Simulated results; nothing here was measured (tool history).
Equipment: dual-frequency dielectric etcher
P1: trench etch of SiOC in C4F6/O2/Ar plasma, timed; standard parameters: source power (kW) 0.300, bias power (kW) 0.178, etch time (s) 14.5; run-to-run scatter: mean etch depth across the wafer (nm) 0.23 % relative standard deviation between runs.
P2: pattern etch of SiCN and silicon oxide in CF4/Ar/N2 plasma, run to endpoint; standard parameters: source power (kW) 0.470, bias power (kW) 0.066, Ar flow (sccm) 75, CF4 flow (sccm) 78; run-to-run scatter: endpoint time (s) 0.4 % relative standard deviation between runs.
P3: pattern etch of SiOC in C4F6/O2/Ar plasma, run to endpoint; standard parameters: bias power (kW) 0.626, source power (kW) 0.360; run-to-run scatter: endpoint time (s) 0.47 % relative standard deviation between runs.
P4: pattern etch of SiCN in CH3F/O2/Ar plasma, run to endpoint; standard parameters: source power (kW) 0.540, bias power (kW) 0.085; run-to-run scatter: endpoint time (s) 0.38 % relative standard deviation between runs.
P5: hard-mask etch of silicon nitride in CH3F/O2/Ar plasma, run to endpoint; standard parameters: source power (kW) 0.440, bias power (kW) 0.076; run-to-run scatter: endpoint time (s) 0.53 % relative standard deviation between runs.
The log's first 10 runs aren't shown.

run,hour,process that ran,source power (kW),bias power (kW),etch time (s),Ar flow (sccm),CF4 flow (sccm),mean etch depth across the wafer (nm),endpoint time (s)
11,84.1,P4,0.400,0.085,,,,,24.3400
12,91.3,P1,0.430,0.178,14.5,,,30.007,
13,98.7,P1,0.300,0.226,14.5,,,28.203,
14,105.8,P3,0.360,0.626,,,,,15.4610
15,113.0,P1,0.300,0.178,14.5,,,26.098,
16,121.7,P2,0.570,0.066,,75,78,,9.0781
17,126.7,P1,0.300,0.125,17.5,,,28.141,
18,135.1,P2,0.470,0.066,,75,78,,10.7900
# hour 144.4: wet clean of the chamber
19,144.8,P5,0.440,0.107,,,,,56.1850
20,150.2,P1,0.230,0.178,14.5,,,23.517,
21,159.2,P1,0.300,0.178,14.5,,,25.964,
22,167.4,P2,0.470,0.066,,104,78,,11.2970
23,177.6,P5,0.330,0.076,,,,,70.1100
24,185.0,P5,0.440,0.076,,,,,62.7370

For run 25, what comes out?
25,192.2,P2,0.470,0.066,,75,93,,?

{"run 25": {"endpoint time (s)": 10.563}}

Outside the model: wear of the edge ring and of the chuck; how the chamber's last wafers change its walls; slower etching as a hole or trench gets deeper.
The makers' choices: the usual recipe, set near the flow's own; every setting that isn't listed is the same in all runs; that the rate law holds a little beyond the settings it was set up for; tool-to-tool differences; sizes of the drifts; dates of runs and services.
